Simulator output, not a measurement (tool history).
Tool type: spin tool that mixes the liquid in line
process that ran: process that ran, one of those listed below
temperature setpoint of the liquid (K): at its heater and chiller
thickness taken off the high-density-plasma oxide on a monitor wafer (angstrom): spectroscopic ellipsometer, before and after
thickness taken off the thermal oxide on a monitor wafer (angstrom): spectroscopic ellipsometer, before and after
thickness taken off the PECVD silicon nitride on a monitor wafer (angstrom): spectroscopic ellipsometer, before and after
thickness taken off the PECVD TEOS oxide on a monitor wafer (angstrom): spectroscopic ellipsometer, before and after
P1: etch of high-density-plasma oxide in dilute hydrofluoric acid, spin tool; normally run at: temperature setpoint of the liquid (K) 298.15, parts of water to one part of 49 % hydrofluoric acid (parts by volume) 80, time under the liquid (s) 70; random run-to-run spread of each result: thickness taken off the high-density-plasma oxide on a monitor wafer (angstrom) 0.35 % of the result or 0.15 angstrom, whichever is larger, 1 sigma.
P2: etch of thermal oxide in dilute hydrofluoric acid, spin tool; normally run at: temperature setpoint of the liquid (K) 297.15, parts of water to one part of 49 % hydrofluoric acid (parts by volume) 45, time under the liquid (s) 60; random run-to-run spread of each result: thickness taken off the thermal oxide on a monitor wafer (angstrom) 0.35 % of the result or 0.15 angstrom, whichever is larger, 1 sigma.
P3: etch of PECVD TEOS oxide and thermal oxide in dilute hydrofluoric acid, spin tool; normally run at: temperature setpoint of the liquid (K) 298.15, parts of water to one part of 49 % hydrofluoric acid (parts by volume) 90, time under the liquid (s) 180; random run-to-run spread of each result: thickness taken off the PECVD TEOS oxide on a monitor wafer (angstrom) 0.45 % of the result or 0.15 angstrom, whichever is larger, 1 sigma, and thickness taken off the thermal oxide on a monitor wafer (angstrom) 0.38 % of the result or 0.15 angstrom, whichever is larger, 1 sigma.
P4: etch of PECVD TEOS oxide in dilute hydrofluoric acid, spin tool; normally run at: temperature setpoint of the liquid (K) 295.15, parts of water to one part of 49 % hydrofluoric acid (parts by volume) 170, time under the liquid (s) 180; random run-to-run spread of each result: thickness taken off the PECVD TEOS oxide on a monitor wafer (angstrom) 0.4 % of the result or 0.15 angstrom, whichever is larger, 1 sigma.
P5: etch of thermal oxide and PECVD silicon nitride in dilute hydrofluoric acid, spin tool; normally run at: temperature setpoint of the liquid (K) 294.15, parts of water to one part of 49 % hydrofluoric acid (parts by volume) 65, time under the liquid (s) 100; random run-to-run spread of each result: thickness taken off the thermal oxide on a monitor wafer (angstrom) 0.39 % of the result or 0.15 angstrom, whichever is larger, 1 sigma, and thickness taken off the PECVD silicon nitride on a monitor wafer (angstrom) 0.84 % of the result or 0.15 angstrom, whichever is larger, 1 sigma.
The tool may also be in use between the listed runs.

run	day	process that ran	temperature setpoint of the liquid (K)	parts of water to one part of 49 % hydrofluoric acid (parts by volume)	time under the liquid (s)	hours since the thermometer was replaced	hours since the hydrofluoric acid flow meter was replaced	thickness taken off the high-density-plasma oxide on a monitor wafer (angstrom)	thickness taken off the thermal oxide on a monitor wafer (angstrom)	thickness taken off the PECVD silicon nitride on a monitor wafer (angstrom)	thickness taken off the PECVD TEOS oxide on a monitor wafer (angstrom)
1	0.433	P1	298.15	80	70	2175.3	998.4	66.669			
2	0.871	P1	298.15	80	70	2185.8	1008.9	66.263			
3	1.492	P1	298.15	80	70	2200.7	1023.8	66.254			
4	1.812	P2	297.15	45	60	2208.4	1031.5		68.373		
# day 2.117: hydrofluoric acid flow meter replaced
5	2.412	P5	294.15	65	100	2222.8	7.2		64.028	31.719	
6	2.904	P3	305.15	90	180	2234.6	19		133.38		361.87
7	3.283	P1	298.15	80	70	2243.7	28.1	66.145			
8	3.779	P1	298.15	130	70	2255.6	40	38.167			
9	4.129	P3	298.15	90	330	2264	48.4		185.35		508.91
10	4.554	P4	295.15	170	95	2274.2	58.6				53.903
11	5.117	P1	298.15	80	70	2287.7	72.1	65.999			
12	5.629	P1	298.15	140	15	2300	84.4	7.7691			
13	6.096	P1	298.15	40	70	2311.2	95.6	140.39			
14	6.4	P2	297.15	65	60	2318.5	102.9		46.476		
15	6.746	P3	298.15	90	180	2326.8	111.2		101.53		276.21
16	7.062	P1	298.15	80	70	2334.4	118.8	65.909			
17	7.421	P2	297.15	45	110	2343	127.4		125.04		
18	7.8	P1	293.15	80	70	2352.1	136.5	53.894			
19	8.242	P2	302.65	45	60	2362.7	147.1		84.973		
20	8.612	P5	294.15	65	100	2371.6	156		63.979	31.036	
21	9.096	P3	298.15	90	180	2383.2	167.6		101.1		277.02
22	9.692	P4	301.65	170	180	2397.5	181.9				129.5
23	10.054	P4	295.15	170	180	2406.2	190.6				101.65
24	10.404	P5	301.65	65	100	2414.6	199		86.657	51.693	
25	10.817	P5	294.15	40	100	2424.5	208.9		106.69	50.66	
26	11.1	P3	298.15	45	180	2431.3	215.7		215.49		585.99
27	11.554	P1	298.15	80	35	2442.2	226.6	33.114			
28	11.896	P1	298.15	80	130	2450.4	234.8	122.37			
29	12.338	P4	295.15	170	180	2461	245.4				101.74
30	12.642	P1	305.65	80	70	2468.3	252.7	87.903			
31	13.104	P5	294.15	65	50	2479.4	263.8		31.968	15.787	
32	13.512	P4	295.15	100	180	2489.2	273.6				187.01
33	13.8	P1	298.15	80	70	2496.1	280.5	65.861			
34	14.379	P1	298.15	80	70	2510	294.4	65.979			
35	14.712	P1	298.15	80	70	2518	302.4	65.192			
36	15.283	P1	298.15	80	70	2531.7	316.1	63.548			
37	15.617	P1	298.15	80	70	2539.7	324.1	63.578			
38	16.142	P1	298.15	80	70	2552.3	336.7	63.351			
39	16.729	P1	298.15	80	70	2566.4	350.8	62.561			
40	17.221	P1	298.15	80	70	2578.2	362.6	62.093			
41	17.696	P1	298.15	80	70	2589.6	374	62.521			

Something has made what P1 gives creep away from where it was; the 2 causes below, each at its own stated size, fit the log equally well:
A: liquid colder than its thermometer reads (K) = 1.43
B: hydrofluoric acid flow below the setpoint (%) = 5.04
The gradual shift began around day 14.379.

Which of the 4 check runs listed below, each an average over 3 wafers with its results shown as question marks, gives clearly different results under the different listed causes?
check 1	18.171	P3	298.15	90	180				?		?
check 2	18.171	P2	297.15	45	60				?		
check 3	18.171	P4	295.15	170	180						?
check 4	18.171	P5	294.15	65	100				?	?	

How each check would come out, cause by cause:
check	result	if A	if B
check 1	thickness taken off the thermal oxide on a monitor wafer (angstrom)	96.025	95.939
check 1	thickness taken off the PECVD TEOS oxide on a monitor wafer (angstrom)	261.83	261.6
check 2	thickness taken off the thermal oxide on a monitor wafer (angstrom)	64.157	64.446
check 3	thickness taken off the PECVD TEOS oxide on a monitor wafer (angstrom)	96.053	95.5
check 4	thickness taken off the thermal oxide on a monitor wafer (angstrom)	60.218	60.465
check 4	thickness taken off the PECVD silicon nitride on a monitor wafer (angstrom)	28.51	29.911
Gap, in per cent, between the two causes that each check separates least, read from the result that separates them most: check 1 0.09 %; check 2 0.45 %; check 3 0.58 %; check 4 4.8 %
Only in check 4 would the causes give clearly different results; in the remaining checks their results would be nearly the same.

With check 4 done, the readings were: thickness taken off the thermal oxide on a monitor wafer (angstrom) 60.621; thickness taken off the PECVD silicon nitride on a monitor wafer (angstrom) 29.903. Identify which of the listed causes applies.

B is the cause: hydrofluoric acid flow below the setpoint (%).
